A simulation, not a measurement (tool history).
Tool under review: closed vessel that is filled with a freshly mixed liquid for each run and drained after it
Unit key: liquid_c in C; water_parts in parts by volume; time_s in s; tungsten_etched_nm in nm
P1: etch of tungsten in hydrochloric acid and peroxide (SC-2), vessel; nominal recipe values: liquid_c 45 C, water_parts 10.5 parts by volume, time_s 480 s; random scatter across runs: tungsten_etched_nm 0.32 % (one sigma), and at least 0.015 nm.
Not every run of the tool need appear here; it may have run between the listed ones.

run   hour  liquid_c  water_parts  time_s  tungsten_etched_nm
  1   11.9        45         10.5     480              37.327
  2   20.4        45         10.5     480              37.064
      26.1  -- thermometer replaced
  3   26.2        45         17.5     480              23.834
  4     38        45         10.5     830              64.088
  5   49.4        45         10.5      30              2.3156
  6   55.2        35         10.5     480              18.228
  7   66.5        45            4     480              77.661
  8   73.6        38         10.5     200              9.4404
  9   82.6        45         10.5     480              36.939
 10   88.3      53.5         10.5     480              65.104
 11     98        45         10.5     480              37.119
 12  109.9        45         10.5     480              37.058
 13  120.5        45         10.5     480              38.972
 14  127.7        45         10.5     480              39.359
 15    137        45         10.5     480              39.836
 16    147        45         10.5     480              40.013
 17  156.5        45         10.5     480              40.361
 18  167.1        45         10.5     480              40.386

What P1 gives has crept away from where it was. These 2 causes fit the log equally well, each at the size given:
A: chemicals flow above the setpoint (%) = 10.6
B: liquid hotter than its thermometer reads (K) = 1.23
The creep began at about hour 109.9.
Every other cause this tool's parts could produce, and why it does not fit the log:
peroxide weaker than its label (%): 8 at the very most, moving tungsten_etched_nm by -7.4 %, which is either too weak or the wrong sign

Consider the 4 single-wafer check runs listed below, results given as question marks: which one distinguishes between the causes by giving clearly different results for each?
check 1  177.7        45         16.5     480                   ?
check 2  177.7        52         10.5     660                   ?
check 3  177.7      35.5            4     480                   ?
check 4  177.7      52.5         10.5     205                   ?

What every check run would give for each of its results, assuming each possible cause in turn:
  check              result    if A    if B
check 1  tungsten_etched_nm  27.427  27.288
check 2  tungsten_etched_nm  88.919  88.635
check 3  tungsten_etched_nm  42.121  43.126
check 4  tungsten_etched_nm  28.542  28.444
Per check, the gap between the least separated pair of causes, taken in the result that splits them most: check 1 0.5 %; check 2 0.32 %; check 3 2.36 %; check 4 0.35 %
Check 3 is the one run that separates the causes; every other check would come out nearly the same whichever cause is at work.

Check 3 has now been run. It gave: tungsten_etched_nm 42.192 nm. Which of the candidate causes is it?

It was cause A: chemicals flow above the setpoint (%).

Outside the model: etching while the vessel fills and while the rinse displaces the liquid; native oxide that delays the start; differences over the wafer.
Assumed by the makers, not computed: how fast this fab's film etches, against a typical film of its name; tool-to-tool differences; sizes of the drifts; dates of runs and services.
